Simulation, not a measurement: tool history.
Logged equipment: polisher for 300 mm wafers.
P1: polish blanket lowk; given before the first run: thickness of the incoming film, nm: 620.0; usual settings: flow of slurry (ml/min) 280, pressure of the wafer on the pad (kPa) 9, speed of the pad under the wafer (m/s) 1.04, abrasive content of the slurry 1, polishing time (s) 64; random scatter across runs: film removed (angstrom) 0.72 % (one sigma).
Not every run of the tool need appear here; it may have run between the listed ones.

| run | hour | flow of slurry (ml/min) | pressure of the wafer on the pad (kPa) | speed of the pad under the wafer (m/s) | abrasive content of the slurry | polishing time (s) | film removed (angstrom) |
|---|---|---|---|---|---|---|---|
| 1 | 5.1 | 280 | 9 | 1.04 | 1 | 64 | 219.73 |
| 2 | 9.4 | 280 | 12.4 | 1.04 | 1 | 64 | 304.25 |
| 3 | 12.3 | 280 | 9 | 1.04 | 1 | 64 | 218.92 |
| 4 | 15.2 | 280 | 9 | 1.38 | 1 | 42 | 180.18 |
| 5 | 21 | 280 | 9 | 1.62 | 1 | 64 | 313.19 |
| 6 | 25.9 | 170 | 9 | 1.04 | 1 | 64 | 206.4 |
| 7 | 29.3 | 280 | 9 | 1.04 | 1.5 | 64 | 257.95 |
| 8 | 34.8 | 280 | 9 | 1.04 | 1 | 99 | 343.79 |
| 9 | 37.7 | 170 | 13.1 | 1.04 | 1 | 64 | 298.76 |
| 10 | 42.4 | 280 | 9 | 0.6 | 1 | 64 | 141.25 |
| 11 | 48 | 360 | 9 | 1.04 | 1 | 64 | 225.22 |
| 12 | 51 | 280 | 9 | 1.04 | 1 | 64 | 219.42 |
| 13 | 53.7 | 280 | 9 | 1.04 | 1 | 64 | 220.32 |
| 14 | 56.7 | 280 | 9 | 1.04 | 1 | 64 | 221.56 |
| 15 | 61.5 | 280 | 4.1 | 1.04 | 1 | 64 | 101.07 |
| 16 | 64.6 | 280 | 9 | 1.04 | 1 | 64 | 219.41 |
| 17 | 69.8 | 280 | 9 | 1.04 | 1 | 64 | 217.25 |
| 18 | 73.9 | 280 | 9 | 1.04 | 1 | 41 | 141.05 |
| 19 | 79.4 | 280 | 9 | 1.04 | 0.55 | 64 | 161.13 |
| 20 | 85 | 280 | 9 | 1.04 | 1 | 64 | 218.5 |
| 21 | 88.4 | 280 | 9 | 1.04 | 1 | 64 | 212.97 |
| 22 | 92 | 280 | 9 | 1.04 | 1 | 64 | 210.25 |
| 23 | 95.6 | 280 | 9 | 1.04 | 1 | 64 | 204.94 |
|  | 98.8 | conditioning disc replaced and pad reconditioned |
| 24 | 100.3 | 280 | 9 | 1.04 | 1 | 64 | 204.78 |
| 25 | 105.9 | 280 | 9 | 1.04 | 1 | 64 | 203.26 |
|  | 106 | slurry nozzle cleaned |
| 26 | 108.9 | 280 | 9 | 1.04 | 1 | 64 | 202.55 |

Run 27 comes next. What will it give?
|  | 110.1 | worn pad replaced by a new one |
| 27 | 113.1 | 280 | 9 | 1.04 | 1 | 64 | ? |

Run 27 came out at film removed (angstrom) 201.16.
